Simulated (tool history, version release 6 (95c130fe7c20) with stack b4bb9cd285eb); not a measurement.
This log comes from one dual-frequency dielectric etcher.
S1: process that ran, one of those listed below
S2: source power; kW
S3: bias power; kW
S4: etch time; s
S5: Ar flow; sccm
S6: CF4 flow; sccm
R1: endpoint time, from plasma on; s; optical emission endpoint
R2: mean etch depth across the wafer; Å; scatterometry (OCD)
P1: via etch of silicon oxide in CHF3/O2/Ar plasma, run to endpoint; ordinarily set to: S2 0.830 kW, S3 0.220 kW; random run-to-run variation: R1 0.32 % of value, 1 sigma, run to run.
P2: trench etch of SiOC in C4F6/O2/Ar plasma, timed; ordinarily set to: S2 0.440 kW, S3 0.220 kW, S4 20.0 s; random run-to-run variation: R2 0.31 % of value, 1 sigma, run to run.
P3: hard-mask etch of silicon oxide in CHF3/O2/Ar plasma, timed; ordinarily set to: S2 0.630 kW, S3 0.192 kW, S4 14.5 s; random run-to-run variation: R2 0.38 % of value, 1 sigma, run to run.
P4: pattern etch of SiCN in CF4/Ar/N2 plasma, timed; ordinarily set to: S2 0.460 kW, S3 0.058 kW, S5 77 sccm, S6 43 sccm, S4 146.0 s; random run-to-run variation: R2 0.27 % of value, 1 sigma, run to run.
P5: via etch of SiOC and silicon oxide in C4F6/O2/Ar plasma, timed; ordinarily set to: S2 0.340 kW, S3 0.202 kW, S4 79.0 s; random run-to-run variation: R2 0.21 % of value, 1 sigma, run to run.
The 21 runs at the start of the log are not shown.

{"run": 22, "hour": 294.2, "S1": "P4", "S2": 0.33, "S3": 0.058, "S4": 146.0, "S5": 77, "S6": 43, "R2": 848.21}
{"run": 23, "hour": 308.9, "S1": "P4", "S2": 0.46, "S3": 0.058, "S4": 98.5, "S5": 77, "S6": 43, "R2": 769.04}
{"run": 24, "hour": 317.0, "S1": "P5", "S2": 0.34, "S3": 0.202, "S4": 79.0, "R2": 858.98}
{"run": 25, "hour": 327.4, "S1": "P1", "S2": 0.83, "S3": 0.22, "R1": 220.54}
{"run": 26, "hour": 338.5, "S1": "P1", "S2": 0.83, "S3": 0.22, "R1": 220.85}
{"run": 27, "hour": 355.0, "S1": "P1", "S2": 0.99, "S3": 0.22, "R1": 205.41}
{"hour": 355.9, "done": "source power generator calibrated"}
{"run": 28, "hour": 362.9, "S1": "P2", "S2": 0.44, "S3": 0.22, "S4": 20.0, "R2": 463.08}
{"run": 29, "hour": 370.8, "S1": "P2", "S2": 0.62, "S3": 0.22, "S4": 20.0, "R2": 527.14}
{"run": 30, "hour": 379.9, "S1": "P4", "S2": 0.46, "S3": 0.058, "S4": 146.0, "S5": 49, "S6": 43, "R2": 1226.1}
{"run": 31, "hour": 395.2, "S1": "P1", "S2": 0.57, "S3": 0.306, "R1": 226.41}
{"run": 32, "hour": 405.0, "S1": "P1", "S2": 0.83, "S3": 0.22, "R1": 220.99}
{"run": 33, "hour": 417.6, "S1": "P1", "S2": 0.97, "S3": 0.3, "R1": 186.84}
{"run": 34, "hour": 425.4, "S1": "P1", "S2": 0.83, "S3": 0.22, "R1": 220.16}

Run 35 comes next. What will it give?
{"run": 35, "hour": 433.8, "S1": "P1", "S2": 0.83, "S3": 0.22, "R1": "?"}

{"run 35": {"R1": 221.53}}

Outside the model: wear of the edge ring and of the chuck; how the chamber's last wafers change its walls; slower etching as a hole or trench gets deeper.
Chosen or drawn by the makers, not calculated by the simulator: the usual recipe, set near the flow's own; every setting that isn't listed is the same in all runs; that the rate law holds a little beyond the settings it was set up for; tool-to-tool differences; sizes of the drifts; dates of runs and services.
